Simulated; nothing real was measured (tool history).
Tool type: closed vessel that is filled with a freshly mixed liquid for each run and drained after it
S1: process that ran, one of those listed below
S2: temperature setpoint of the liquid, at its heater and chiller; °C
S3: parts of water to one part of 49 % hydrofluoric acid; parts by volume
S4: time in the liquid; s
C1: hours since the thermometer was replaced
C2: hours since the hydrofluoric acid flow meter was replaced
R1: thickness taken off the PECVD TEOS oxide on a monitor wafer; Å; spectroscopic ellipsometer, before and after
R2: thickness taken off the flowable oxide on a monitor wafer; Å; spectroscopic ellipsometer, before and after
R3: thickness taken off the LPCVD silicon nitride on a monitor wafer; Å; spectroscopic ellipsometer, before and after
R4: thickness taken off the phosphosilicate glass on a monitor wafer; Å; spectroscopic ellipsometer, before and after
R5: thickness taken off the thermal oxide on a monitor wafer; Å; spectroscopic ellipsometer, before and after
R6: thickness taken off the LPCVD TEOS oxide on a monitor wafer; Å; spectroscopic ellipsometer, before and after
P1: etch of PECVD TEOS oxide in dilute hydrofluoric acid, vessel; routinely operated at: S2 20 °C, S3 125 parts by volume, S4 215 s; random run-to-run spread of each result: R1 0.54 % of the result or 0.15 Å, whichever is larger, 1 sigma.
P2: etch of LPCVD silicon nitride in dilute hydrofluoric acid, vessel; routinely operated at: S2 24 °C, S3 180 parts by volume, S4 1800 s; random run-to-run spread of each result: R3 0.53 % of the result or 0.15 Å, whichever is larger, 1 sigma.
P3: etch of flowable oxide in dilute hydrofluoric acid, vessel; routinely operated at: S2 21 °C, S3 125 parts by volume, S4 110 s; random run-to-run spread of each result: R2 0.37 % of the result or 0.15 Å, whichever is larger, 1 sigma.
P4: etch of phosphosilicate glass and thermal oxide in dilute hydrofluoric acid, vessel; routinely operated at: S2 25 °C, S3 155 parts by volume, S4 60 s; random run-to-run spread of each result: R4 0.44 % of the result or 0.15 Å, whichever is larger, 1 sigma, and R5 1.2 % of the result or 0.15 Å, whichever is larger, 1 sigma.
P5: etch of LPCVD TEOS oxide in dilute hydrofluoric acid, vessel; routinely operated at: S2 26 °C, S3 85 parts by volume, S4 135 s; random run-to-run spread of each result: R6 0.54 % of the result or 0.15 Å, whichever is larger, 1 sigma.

run,hour,S1,S2,S3,S4,C1,C2,R1,R2,R3,R4,R5,R6
1,12.5,P1,20,125,215,1393.9,157.5,410.01,,,,,
2,23.1,P3,21,125,110,1404.5,168.1,,272.19,,,,
3,32,P1,20,125,400,1413.4,177,757.91,,,,,
4,46.5,P2,24,45,1800,1427.9,191.5,,,187.22,,,
5,56.1,P4,17,155,60,1437.5,201.1,,,,277.51,13.405,
6,68.5,P5,26,85,210,1449.9,213.5,,,,,,476.47
7,81,P1,20,125,80,1462.4,226,152.87,,,,,
8,91.7,P1,17,125,215,1473.1,236.7,366.18,,,,,
9,101.6,P3,21,175,110,1483,246.6,,185.44,,,,
10,116.9,P1,20,125,215,1498.3,261.9,408.19,,,,,
11,128.8,P2,30,180,1800,1510.2,273.8,,,69.433,,,
12,137.1,P1,17,60,215,1518.5,282.1,807.59,,,,,
13,150.5,P1,20,125,215,1531.9,295.5,408.3,,,,,
14,160.7,P1,20,220,215,1542.1,305.7,211.29,,,,,
15,170.7,P5,26,85,135,1552.1,315.7,,,,,,304.87
16,178.7,P2,24,180,1800,1560.1,323.7,,,47.441,,,
17,192,P5,26,50,135,1573.4,337,,,,,,549.65
18,201.1,P4,25,155,60,1582.5,346.1,,,,378.34,17.974,
19,217.4,P1,17,55,215,1598.8,362.4,892.01,,,,,
20,234,P4,25,285,60,1615.4,379,,,,178.03,8.6216,
21,244,P4,25,155,100,1625.4,389,,,,634.73,30.647,
22,251.5,P3,21,125,210,1632.9,396.5,,520.6,,,,
23,265.7,P1,25.5,125,215,1647.1,410.7,509.41,,,,,
24,279.5,P3,21,125,110,1660.9,424.5,,272.11,,,,
# hour 291.2: thermometer replaced
25,295.9,P4,25,155,60,4.8,440.9,,,,379.04,17.926,
26,303.6,P1,20,125,215,12.5,448.6,410.14,,,,,
27,313.4,P5,32,85,135,22.3,458.4,,,,,,387.19
28,329.2,P1,20,125,215,38.1,474.2,406.52,,,,,
29,344.4,P3,17,125,110,53.3,489.4,,231.53,,,,
30,357.4,P2,24,180,385,66.3,502.4,,,10.222,,,
31,368.4,P1,20,55,215,77.3,513.4,1009,,,,,
32,377.7,P1,20,125,215,86.6,522.7,414.2,,,,,
33,387,P1,20,125,215,95.9,532,417.28,,,,,
34,396.8,P1,20,125,215,105.7,541.8,419.32,,,,,
35,413,P1,20,125,215,121.9,558,427.06,,,,,
36,426.3,P1,20,125,215,135.2,571.3,430.32,,,,,
37,434.5,P1,20,125,215,143.4,579.5,432.8,,,,,
38,446.7,P1,20,125,215,155.6,591.7,435.12,,,,,
39,457,P1,20,125,215,165.9,602,436.69,,,,,
40,469.2,P1,20,125,215,178.1,614.2,432.77,,,,,
41,478.9,P1,20,125,215,187.8,623.9,431.33,,,,,

What P1 gives has crept off from where it sat before. The 2 causes that follow fit the log equally well, each at the size noted:
A: hydrofluoric acid flow above the setpoint (%) = 5
B: liquid hotter than its thermometer reads (K) = 1.38
The gradual shift began around hour 377.7.

You are offered 4 check runs, listed below with question marks in place of their results; each one averages 2 wafers. Which run separates the listed causes by giving clearly different results for each?
check 1,488.6,P2,24,180,1800,,,,,?,,,
check 2,488.6,P3,21,125,110,,,,?,,,,
check 3,488.6,P5,26,85,135,,,,,,,,?
check 4,488.6,P4,25,155,60,,,,,,?,?,

Predicted outcomes, by check and by cause:
check,result,if A,if B
check 1,R3,50.012,52.007
check 2,R2,287.59,287.46
check 3,R6,324.84,324.78
check 4,R4,402.9,400.59
check 4,R5,19.208,19.098
Per-check spread between the two closest causes, in the result where they differ most: check 1 3.91 %; check 2 0.05 %; check 3 0.02 %; check 4 0.57 %
Of the check runs offered, only check 1 discriminates between the causes; the rest would read about the same regardless of which cause applies.

The results of check 1 are: R3 52.294 Å. Based on these, which of the listed causes is it?

B is the cause: liquid hotter than its thermometer reads (K).

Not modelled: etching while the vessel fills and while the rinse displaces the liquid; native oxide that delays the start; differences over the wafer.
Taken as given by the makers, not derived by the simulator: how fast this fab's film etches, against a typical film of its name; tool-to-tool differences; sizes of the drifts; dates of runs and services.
